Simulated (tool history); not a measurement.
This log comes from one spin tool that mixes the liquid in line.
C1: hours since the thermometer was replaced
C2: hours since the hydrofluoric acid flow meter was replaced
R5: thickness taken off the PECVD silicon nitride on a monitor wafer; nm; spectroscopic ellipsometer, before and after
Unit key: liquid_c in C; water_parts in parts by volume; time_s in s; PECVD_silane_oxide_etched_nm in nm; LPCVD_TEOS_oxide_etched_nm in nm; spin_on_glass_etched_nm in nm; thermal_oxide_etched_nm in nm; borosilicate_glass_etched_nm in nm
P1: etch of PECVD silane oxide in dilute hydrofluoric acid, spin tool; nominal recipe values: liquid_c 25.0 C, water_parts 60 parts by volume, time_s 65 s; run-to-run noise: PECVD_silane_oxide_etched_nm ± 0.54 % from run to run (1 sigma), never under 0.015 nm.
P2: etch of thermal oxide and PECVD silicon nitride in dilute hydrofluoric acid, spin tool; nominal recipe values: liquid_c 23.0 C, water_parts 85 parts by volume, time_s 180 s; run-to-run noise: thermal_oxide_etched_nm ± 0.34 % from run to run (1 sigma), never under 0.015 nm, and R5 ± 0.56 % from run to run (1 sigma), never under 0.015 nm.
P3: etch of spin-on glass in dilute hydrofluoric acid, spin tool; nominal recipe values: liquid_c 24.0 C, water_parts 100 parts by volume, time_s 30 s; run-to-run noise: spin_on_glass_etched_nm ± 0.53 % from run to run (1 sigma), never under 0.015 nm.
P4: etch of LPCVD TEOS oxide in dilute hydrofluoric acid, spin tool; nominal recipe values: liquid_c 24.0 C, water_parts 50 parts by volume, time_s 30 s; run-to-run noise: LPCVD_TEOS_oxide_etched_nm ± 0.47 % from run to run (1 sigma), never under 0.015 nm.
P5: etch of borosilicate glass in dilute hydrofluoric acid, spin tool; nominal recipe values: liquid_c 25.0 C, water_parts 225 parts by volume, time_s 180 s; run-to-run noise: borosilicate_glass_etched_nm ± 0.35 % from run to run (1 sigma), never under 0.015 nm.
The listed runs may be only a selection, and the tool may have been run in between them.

Run 1, day 0.600: process P1, liquid_c 25.0 C, water_parts 60 parts by volume, time_s 65 s; C1 501.3; C2 1163.8. Result: PECVD_silane_oxide_etched_nm 20.6390 nm.
Run 2, day 1.242: process P4, liquid_c 24.0 C, water_parts 50 parts by volume, time_s 50 s; C1 516.7; C2 1179.2. Result: LPCVD_TEOS_oxide_etched_nm 19.515 nm.
Run 3, day 1.804: process P4, liquid_c 24.0 C, water_parts 20 parts by volume, time_s 30 s; C1 530.2; C2 1192.7. Result: LPCVD_TEOS_oxide_etched_nm 30.713 nm.
Run 4, day 2.429: process P4, liquid_c 24.0 C, water_parts 50 parts by volume, time_s 30 s; C1 545.2; C2 1207.7. Result: LPCVD_TEOS_oxide_etched_nm 11.731 nm.
Run 5, day 2.896: process P3, liquid_c 24.0 C, water_parts 160 parts by volume, time_s 30 s; C1 556.4; C2 1218.9. Result: spin_on_glass_etched_nm 8.3593 nm.
Run 6, day 3.458: process P4, liquid_c 24.0 C, water_parts 50 parts by volume, time_s 30 s; C1 569.9; C2 1232.4. Result: LPCVD_TEOS_oxide_etched_nm 11.742 nm.
Run 7, day 3.833: process P1, liquid_c 33.0 C, water_parts 60 parts by volume, time_s 65 s; C1 578.9; C2 1241.4. Result: PECVD_silane_oxide_etched_nm 28.1130 nm.
Run 8, day 4.342: process P2, liquid_c 23.0 C, water_parts 140 parts by volume, time_s 180 s; C1 591.1; C2 1253.6. Result: thermal_oxide_etched_nm 5.6526 nm, R5 4.4052 nm.
Run 9, day 5.092: process P3, liquid_c 24.0 C, water_parts 100 parts by volume, time_s 30 s; C1 609.1; C2 1271.6. Result: spin_on_glass_etched_nm 14.2970 nm.
Run 10, day 5.692: process P1, liquid_c 25.0 C, water_parts 20 parts by volume, time_s 65 s; C1 623.5; C2 1286.0. Result: PECVD_silane_oxide_etched_nm 65.6580 nm.
Run 11, day 6.096: process P1, liquid_c 25.0 C, water_parts 95 parts by volume, time_s 65 s; C1 633.2; C2 1295.7. Result: PECVD_silane_oxide_etched_nm 12.2830 nm.
Run 12, day 6.812: process P1, liquid_c 25.0 C, water_parts 60 parts by volume, time_s 65 s; C1 650.4; C2 1312.9. Result: PECVD_silane_oxide_etched_nm 20.6570 nm.
Run 13, day 7.396: process P3, liquid_c 24.0 C, water_parts 100 parts by volume, time_s 30 s; C1 664.4; C2 1326.9. Result: spin_on_glass_etched_nm 14.4650 nm.
Run 14, day 8.112: process P1, liquid_c 25.0 C, water_parts 85 parts by volume, time_s 15 s; C1 681.6; C2 1344.1. Result: PECVD_silane_oxide_etched_nm 3.2177 nm.
Run 15, day 8.629: process P1, liquid_c 25.0 C, water_parts 60 parts by volume, time_s 65 s; C1 694.0; C2 1356.5. Result: PECVD_silane_oxide_etched_nm 20.7160 nm.
Run 16, day 9.004: process P5, liquid_c 25.0 C, water_parts 225 parts by volume, time_s 330 s; C1 703.0; C2 1365.5. Result: borosilicate_glass_etched_nm 31.336 nm.
Run 17, day 9.571: process P2, liquid_c 23.0 C, water_parts 85 parts by volume, time_s 65 s; C1 716.6; C2 1379.1. Result: thermal_oxide_etched_nm 3.5869 nm, R5 2.5792 nm.
Run 18, day 10.162: process P1, liquid_c 25.0 C, water_parts 60 parts by volume, time_s 65 s; C1 730.8; C2 1393.3. Result: PECVD_silane_oxide_etched_nm 20.3760 nm.
Run 19, day 10.662: process P1, liquid_c 25.0 C, water_parts 60 parts by volume, time_s 65 s; C1 742.8; C2 1405.3. Result: PECVD_silane_oxide_etched_nm 20.5840 nm.
Run 20, day 11.100: process P4, liquid_c 30.5 C, water_parts 50 parts by volume, time_s 30 s; C1 753.3; C2 1415.8. Result: LPCVD_TEOS_oxide_etched_nm 15.280 nm.
Run 21, day 11.567: process P2, liquid_c 17.0 C, water_parts 85 parts by volume, time_s 180 s; C1 764.5; C2 1427.0. Result: thermal_oxide_etched_nm 7.7707 nm, R5 4.6949 nm.
Run 22, day 12.238: process P1, liquid_c 25.0 C, water_parts 60 parts by volume, time_s 15 s; C1 780.6; C2 1443.1. Result: PECVD_silane_oxide_etched_nm 4.7703 nm.
Run 23, day 12.679: process P5, liquid_c 25.0 C, water_parts 50 parts by volume, time_s 180 s; C1 791.2; C2 1453.7. Result: borosilicate_glass_etched_nm 95.077 nm.
Run 24, day 13.212: process P1, liquid_c 19.0 C, water_parts 60 parts by volume, time_s 65 s; C1 804.0; C2 1466.5. Result: PECVD_silane_oxide_etched_nm 16.1650 nm.
Run 25, day 13.746: process P5, liquid_c 18.5 C, water_parts 225 parts by volume, time_s 180 s; C1 816.8; C2 1479.3. Result: borosilicate_glass_etched_nm 13.444 nm.
Run 26, day 14.158: process P5, liquid_c 25.0 C, water_parts 225 parts by volume, time_s 180 s; C1 826.7; C2 1489.2. Result: borosilicate_glass_etched_nm 17.126 nm.
Run 27, day 14.888: process P3, liquid_c 17.0 C, water_parts 100 parts by volume, time_s 30 s; C1 844.2; C2 1506.7. Result: spin_on_glass_etched_nm 10.9400 nm.
Run 28, day 15.400: process P1, liquid_c 25.0 C, water_parts 60 parts by volume, time_s 115 s; C1 856.5; C2 1519.0. Result: PECVD_silane_oxide_etched_nm 36.1840 nm.
Run 29, day 15.892: process P2, liquid_c 23.0 C, water_parts 85 parts by volume, time_s 180 s; C1 868.3; C2 1530.8. Result: thermal_oxide_etched_nm 9.8616 nm, R5 7.1977 nm.
Run 30, day 16.475: process P1, liquid_c 25.0 C, water_parts 60 parts by volume, time_s 65 s; C1 882.3; C2 1544.8. Result: PECVD_silane_oxide_etched_nm 20.6960 nm.
Run 31, day 16.842: process P3, liquid_c 24.0 C, water_parts 100 parts by volume, time_s 15 s; C1 891.1; C2 1553.6. Result: spin_on_glass_etched_nm 7.2655 nm.
Run 32, day 17.350: process P1, liquid_c 25.0 C, water_parts 60 parts by volume, time_s 65 s; C1 903.3; C2 1565.8. Result: PECVD_silane_oxide_etched_nm 20.6600 nm.
Run 33, day 17.808: process P1, liquid_c 25.0 C, water_parts 60 parts by volume, time_s 65 s; C1 914.3; C2 1576.8. Result: PECVD_silane_oxide_etched_nm 20.9620 nm.
Run 34, day 18.483: process P1, liquid_c 25.0 C, water_parts 60 parts by volume, time_s 65 s; C1 930.5; C2 1593.0. Result: PECVD_silane_oxide_etched_nm 21.2750 nm.
Run 35, day 18.925: process P1, liquid_c 25.0 C, water_parts 60 parts by volume, time_s 65 s; C1 941.1; C2 1603.6. Result: PECVD_silane_oxide_etched_nm 21.4180 nm.
Run 36, day 19.462: process P1, liquid_c 25.0 C, water_parts 60 parts by volume, time_s 65 s; C1 954.0; C2 1616.5. Result: PECVD_silane_oxide_etched_nm 21.5660 nm.
Run 37, day 19.792: process P1, liquid_c 25.0 C, water_parts 60 parts by volume, time_s 65 s; C1 961.9; C2 1624.4. Result: PECVD_silane_oxide_etched_nm 21.8740 nm.
Run 38, day 20.492: process P1, liquid_c 25.0 C, water_parts 60 parts by volume, time_s 65 s; C1 978.7; C2 1641.2. Result: PECVD_silane_oxide_etched_nm 21.8370 nm.
Run 39, day 20.854: process P1, liquid_c 25.0 C, water_parts 60 parts by volume, time_s 65 s; C1 987.4; C2 1649.9. Result: PECVD_silane_oxide_etched_nm 21.7550 nm.
Run 40, day 21.488: process P1, liquid_c 25.0 C, water_parts 60 parts by volume, time_s 65 s; C1 1002.6; C2 1665.1. Result: PECVD_silane_oxide_etched_nm 21.5340 nm.
Run 41, day 21.854: process P1, liquid_c 25.0 C, water_parts 60 parts by volume, time_s 65 s; C1 1011.4; C2 1673.9. Result: PECVD_silane_oxide_etched_nm 22.1580 nm.
Run 42, day 22.350: process P1, liquid_c 25.0 C, water_parts 60 parts by volume, time_s 65 s; C1 1023.3; C2 1685.8. Result: PECVD_silane_oxide_etched_nm 22.0100 nm.
Run 43, day 22.788: process P1, liquid_c 25.0 C, water_parts 60 parts by volume, time_s 65 s; C1 1033.8; C2 1696.3. Result: PECVD_silane_oxide_etched_nm 21.9450 nm.

The log shows P1 creeping away from where it was. Any of the 2 causes listed here, at the size stated for it, fits the log just as well as the others:
A: liquid hotter than its thermometer reads (K) = 1.47
B: hydrofluoric acid flow above the setpoint (%) = 5.62
The creep began at about day 17.350.

The 4 check runs listed below each average the results of 3 wafers, and their outcomes are marked with question marks. Under which run would the listed causes produce clearly different results?
Run check 1, day 23.225: process P3, liquid_c 18.0 C, water_parts 100 parts by volume, time_s 15 s. Result: spin_on_glass_etched_nm ?.
Run check 2, day 23.225: process P4, liquid_c 24.0 C, water_parts 30 parts by volume, time_s 40 s. Result: LPCVD_TEOS_oxide_etched_nm ?.
Run check 3, day 23.225: process P5, liquid_c 21.0 C, water_parts 55 parts by volume, time_s 180 s. Result: borosilicate_glass_etched_nm ?.
Run check 4, day 23.225: process P2, liquid_c 23.0 C, water_parts 125 parts by volume, time_s 70 s. Result: thermal_oxide_etched_nm ?, R5 ?.

Check results expected under each cause:
  check                        result    if A    if B
check 1       spin_on_glass_etched_nm  6.0339  6.0296
check 2    LPCVD_TEOS_oxide_etched_nm  28.362  28.243
check 3  borosilicate_glass_etched_nm  77.149  76.916
check 4       thermal_oxide_etched_nm  2.6534  2.6668
check 4                            R5  2.0931  2.0066
Separation of the two closest causes in each check, using whichever result separates them best: check 1 0.07 %; check 2 0.42 %; check 3 0.3 %; check 4 4.22 %
Only check 4 tells the causes apart: in the others they would give nearly the same result.

The results of check 4 are: thermal_oxide_etched_nm 2.6545 nm; R5 2.0134 nm. Based on these, which of the listed causes is it?

Of the candidate causes, it is B: hydrofluoric acid flow above the setpoint (%).
